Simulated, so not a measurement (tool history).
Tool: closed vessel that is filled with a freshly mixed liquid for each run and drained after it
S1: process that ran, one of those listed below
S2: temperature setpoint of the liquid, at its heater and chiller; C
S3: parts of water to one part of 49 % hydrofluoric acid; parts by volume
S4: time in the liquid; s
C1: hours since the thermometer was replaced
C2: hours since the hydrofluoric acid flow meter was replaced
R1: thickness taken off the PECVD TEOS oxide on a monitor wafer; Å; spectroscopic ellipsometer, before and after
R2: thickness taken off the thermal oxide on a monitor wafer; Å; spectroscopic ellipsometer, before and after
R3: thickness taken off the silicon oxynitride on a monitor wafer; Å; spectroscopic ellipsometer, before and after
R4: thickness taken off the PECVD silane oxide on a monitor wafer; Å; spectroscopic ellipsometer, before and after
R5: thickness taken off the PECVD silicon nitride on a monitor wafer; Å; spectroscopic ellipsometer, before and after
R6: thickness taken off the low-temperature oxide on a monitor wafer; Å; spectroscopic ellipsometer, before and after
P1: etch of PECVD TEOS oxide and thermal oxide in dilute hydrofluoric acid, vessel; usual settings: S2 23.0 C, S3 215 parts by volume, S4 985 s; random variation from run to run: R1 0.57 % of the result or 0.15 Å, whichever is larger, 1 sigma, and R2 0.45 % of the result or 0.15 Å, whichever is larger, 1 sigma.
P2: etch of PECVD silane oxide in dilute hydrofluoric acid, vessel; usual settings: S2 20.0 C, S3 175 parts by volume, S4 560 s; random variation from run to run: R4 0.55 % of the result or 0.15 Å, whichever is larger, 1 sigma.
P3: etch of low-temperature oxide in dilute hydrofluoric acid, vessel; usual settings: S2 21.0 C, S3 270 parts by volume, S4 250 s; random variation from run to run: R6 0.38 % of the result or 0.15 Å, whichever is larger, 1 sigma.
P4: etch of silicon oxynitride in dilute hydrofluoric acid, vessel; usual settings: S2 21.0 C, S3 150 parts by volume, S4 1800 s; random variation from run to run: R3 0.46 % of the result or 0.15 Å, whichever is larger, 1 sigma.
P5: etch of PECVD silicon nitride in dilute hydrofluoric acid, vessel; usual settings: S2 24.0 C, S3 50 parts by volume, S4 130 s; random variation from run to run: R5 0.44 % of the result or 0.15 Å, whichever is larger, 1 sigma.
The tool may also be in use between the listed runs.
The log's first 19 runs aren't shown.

Run 20, hour 152.4: S1 P1, S2 23.0 C, S3 125 parts by volume, S4 985 s; C1 77.9; C2 782.1. Result: R1 1082.200 Å, R2 349.5300 Å.
Run 21, hour 162.5: S1 P1, S2 30.0 C, S3 215 parts by volume, S4 985 s; C1 88.0; C2 792.2. Result: R1 729.920 Å, R2 237.5200 Å.
Run 22, hour 167.2: S1 P1, S2 23.0 C, S3 215 parts by volume, S4 40 s; C1 92.7; C2 796.9. Result: R1 23.173 Å, R2 7.3296 Å.
Run 23, hour 176.9: S1 P5, S2 24.0 C, S3 50 parts by volume, S4 130 s; C1 102.4; C2 806.6. Result: R5 56.089 Å.
Run 24, hour 187.2: S1 P5, S2 24.0 C, S3 50 parts by volume, S4 130 s; C1 112.7; C2 816.9. Result: R5 56.511 Å.
Run 25, hour 196.7: S1 P2, S2 20.0 C, S3 320 parts by volume, S4 560 s; C1 122.2; C2 826.4. Result: R4 178.11 Å.
Run 26, hour 205.6: S1 P1, S2 23.0 C, S3 215 parts by volume, S4 985 s; C1 131.1; C2 835.3. Result: R1 568.700 Å, R2 183.5400 Å.
Run 27, hour 214.8: S1 P5, S2 24.0 C, S3 50 parts by volume, S4 255 s; C1 140.3; C2 844.5. Result: R5 109.530 Å.
Run 28, hour 223.3: S1 P4, S2 29.0 C, S3 150 parts by volume, S4 1800 s; C1 148.8; C2 853.0. Result: R3 205.280 Å.
Run 29, hour 228.8: S1 P1, S2 23.0 C, S3 215 parts by volume, S4 985 s; C1 154.3; C2 858.5. Result: R1 572.080 Å, R2 182.9400 Å.
Run 30, hour 239.0: S1 P1, S2 23.0 C, S3 360 parts by volume, S4 80 s; C1 164.5; C2 868.7. Result: R1 24.254 Å, R2 7.8455 Å.
Run 31, hour 244.8: S1 P1, S2 23.0 C, S3 215 parts by volume, S4 985 s; C1 170.3; C2 874.5. Result: R1 566.310 Å, R2 183.9200 Å.
Run 32, hour 254.8: S1 P1, S2 23.0 C, S3 215 parts by volume, S4 985 s; C1 180.3; C2 884.5. Result: R1 556.590 Å, R2 179.1400 Å.
Run 33, hour 260.3: S1 P1, S2 23.0 C, S3 215 parts by volume, S4 985 s; C1 185.8; C2 890.0. Result: R1 551.650 Å, R2 178.3600 Å.
Run 34, hour 265.3: S1 P1, S2 23.0 C, S3 215 parts by volume, S4 985 s; C1 190.8; C2 895.0. Result: R1 544.510 Å, R2 175.6800 Å.
Run 35, hour 275.1: S1 P1, S2 23.0 C, S3 215 parts by volume, S4 985 s; C1 200.6; C2 904.8. Result: R1 539.470 Å, R2 175.6300 Å.
Run 36, hour 283.2: S1 P1, S2 23.0 C, S3 215 parts by volume, S4 985 s; C1 208.7; C2 912.9. Result: R1 543.570 Å, R2 174.4000 Å.
Run 37, hour 290.8: S1 P1, S2 23.0 C, S3 215 parts by volume, S4 985 s; C1 216.3; C2 920.5. Result: R1 540.820 Å, R2 171.9600 Å.
Run 38, hour 295.8: S1 P1, S2 23.0 C, S3 215 parts by volume, S4 985 s; C1 221.3; C2 925.5. Result: R1 536.330 Å, R2 172.6900 Å.
Run 39, hour 300.9: S1 P1, S2 23.0 C, S3 215 parts by volume, S4 985 s; C1 226.4; C2 930.6. Result: R1 532.560 Å, R2 173.7400 Å.

Forecast run 40:
Run 40, hour 307.3: S1 P1, S2 23.0 C, S3 215 parts by volume, S4 985 s; C1 232.8; C2 937.0. Result: R1 ?, R2 ?.

Run 40 gave R1 540.430 Å, R2 174.0100 Å.
